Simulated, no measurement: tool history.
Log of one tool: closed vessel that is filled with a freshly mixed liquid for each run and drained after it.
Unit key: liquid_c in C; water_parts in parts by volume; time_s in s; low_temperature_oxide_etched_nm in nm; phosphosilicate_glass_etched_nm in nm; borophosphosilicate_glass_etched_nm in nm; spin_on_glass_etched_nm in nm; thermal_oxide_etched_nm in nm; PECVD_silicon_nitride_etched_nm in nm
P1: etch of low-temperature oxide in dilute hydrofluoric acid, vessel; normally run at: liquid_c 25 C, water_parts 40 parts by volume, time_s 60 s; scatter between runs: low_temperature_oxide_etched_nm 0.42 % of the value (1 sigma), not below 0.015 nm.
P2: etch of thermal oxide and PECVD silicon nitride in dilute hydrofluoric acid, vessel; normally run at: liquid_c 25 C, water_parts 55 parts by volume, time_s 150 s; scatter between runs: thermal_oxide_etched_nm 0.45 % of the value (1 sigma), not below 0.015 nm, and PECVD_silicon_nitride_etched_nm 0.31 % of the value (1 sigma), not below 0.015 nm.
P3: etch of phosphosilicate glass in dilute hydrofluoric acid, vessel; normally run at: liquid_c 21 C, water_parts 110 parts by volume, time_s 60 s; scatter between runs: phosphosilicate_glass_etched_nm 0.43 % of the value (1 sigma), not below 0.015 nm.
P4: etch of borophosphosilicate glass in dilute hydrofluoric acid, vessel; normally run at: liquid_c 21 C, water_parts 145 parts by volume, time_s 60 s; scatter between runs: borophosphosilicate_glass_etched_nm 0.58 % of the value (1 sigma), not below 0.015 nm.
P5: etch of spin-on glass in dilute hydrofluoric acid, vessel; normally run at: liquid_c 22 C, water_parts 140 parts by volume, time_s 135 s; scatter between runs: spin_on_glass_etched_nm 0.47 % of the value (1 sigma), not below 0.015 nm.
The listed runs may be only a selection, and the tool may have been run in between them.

run   hour  process  liquid_c  water_parts  time_s  hours since the thermometer was replaced  hours since the hydrofluoric acid flow meter was replaced  low_temperature_oxide_etched_nm  phosphosilicate_glass_etched_nm  borophosphosilicate_glass_etched_nm  spin_on_glass_etched_nm  thermal_oxide_etched_nm  PECVD_silicon_nitride_etched_nm
  1      9       P1        25           40      60                                     400.1                                                      175.1                           58.105
  2   20.1       P3        21          110      60                                     411.2                                                      186.2                                                             84.54
  3   33.4       P1        25           40      60                                     424.5                                                      199.5                           58.632
  4     48       P1        25           40      60                                     439.1                                                      214.1                           59.246
  5   64.8       P4        21          145     115                                     455.9                                                      230.9                                                                                                 23.227
  6   80.8       P5        22           25     135                                     471.9                                                      246.9                                                                                                                          320.15
  7     95       P2        25           55     150                                     486.1                                                      261.1                                                                                                                                                   14.185                           12.004
  8  105.2       P1        25           65      60                                     496.3                                                      271.3                           34.818
  9  120.3       P5        22          140     135                                     511.4                                                      286.4                                                                                                                          49.855
 10  136.1       P3        21          110      30                                     527.2                                                      302.2                                                            42.408
 11    149       P1        25           55      95                                     540.1                                                      315.1                           66.321
 12  162.3       P4        21          245      60                                     553.4                                                      328.4                                                                                                 6.5543
 13  177.6       P1        17           40      60                                     568.7                                                      343.7                           42.025
 14  194.5       P4        21          145      60                                     585.6                                                      360.6                                                                                                 12.111
 15    209       P4        17          145      60                                     600.1                                                      375.1                                                                                                 10.401
 16  224.6       P3        21           20      60                                     615.7                                                      390.7                                                            517.32
 17  240.7       P5        22          140      35                                     631.8                                                      406.8                                                                                                                          13.146
 18  254.8       P1        25           40      30                                     645.9                                                      420.9                            29.46
 19    265       P1        25           40      60                                     656.1                                                      431.1                           58.872
 20  273.1       P3        17          110      60                                     664.2                                                      439.2                                                            72.272
 21  284.7       P2        25          105     150                                     675.8                                                      450.8                                                                                                                                                   6.9461                            6.357
 22  299.4       P1        29           40      60                                     690.5                                                      465.5                           68.915
 23    309       P5        17          140     135                                     700.1                                                      475.1                                                                                                                          41.282
 24  323.7       P2      17.5           55     150                                     714.8                                                      489.8                                                                                                                                                   10.307                           7.2156
 25  340.6       P1        25           25      60                                     731.7                                                      506.7                           94.719
 26  357.9       P1        25           40      60                                       749                                                        524                            58.45
 27  366.6       P1        25           40      90                                     757.7                                                      532.7                            88.22
 28  381.4       P2        25           55      30                                     772.5                                                      547.5                                                                                                                                                   2.8162                           2.3885
 29  391.2       P1        25           40      60                                     782.3                                                      557.3                           58.837
 30  408.9       P1        25           40      60                                       800                                                        575                           61.194
 31  417.9       P1        25           40      60                                       809                                                        584                           61.852
 32  434.2       P1        25           40      60                                     825.3                                                      600.3                           62.889
 33  442.2       P1        25           40      60                                     833.3                                                      608.3                           62.952
 34    458       P1        25           40      60                                     849.1                                                      624.1                           63.274
 35  468.6       P1        25           40      60                                     859.7                                                      634.7                           64.012
 36  485.5       P1        25           40      60                                     876.6                                                      651.6                           64.266
 37  498.2       P1        25           40      60                                     889.3                                                      664.3                           64.338

Compared with where it was, what P1 gives has crept away. Each cause listed below fits the log as well as the rest, at the size given for it:
A: liquid hotter than its thermometer reads (K) = 2.18
B: hydrofluoric acid flow above the setpoint (%) = 8.8
Onset of the creep was near hour 391.2.

Each of the 4 check runs below uses one wafer; its results are left as question marks. Which run tells the causes apart?
check 1  510.9       P3        17          110      60                                                                                                                                                                      ?
check 2  510.9       P4      17.5          145      60                                                                                                                                                                                                           ?
check 3  510.9       P2      21.5           55     150                                                                                                                                                                                                                                                             ?                                ?
check 4  510.9       P5        17           55     135                                                                                                                                                                                                                                    ?

Expected result of each check under each candidate cause:
  check                               result    if A    if B
check 1      phosphosilicate_glass_etched_nm  78.849  79.087
check 2  borophosphosilicate_glass_etched_nm  11.527  11.617
check 3              thermal_oxide_etched_nm  13.382  13.376
check 3      PECVD_silicon_nitride_etched_nm  11.001  10.299
check 4              spin_on_glass_etched_nm  125.36  124.81
Minimum pairwise separation of causes per check, each pair taken at its best-separating result: check 1 0.3 %; check 2 0.78 %; check 3 6.59 %; check 4 0.44 %
The other checks would show nearly matching results whichever cause is true, so check 3 is the only one that separates the causes.

Check 3 has now been run. It gave: thermal_oxide_etched_nm 13.513 nm; PECVD_silicon_nitride_etched_nm 10.309 nm. Which of the candidate causes is it?

The correct cause is B, namely: hydrofluoric acid flow above the setpoint (%).

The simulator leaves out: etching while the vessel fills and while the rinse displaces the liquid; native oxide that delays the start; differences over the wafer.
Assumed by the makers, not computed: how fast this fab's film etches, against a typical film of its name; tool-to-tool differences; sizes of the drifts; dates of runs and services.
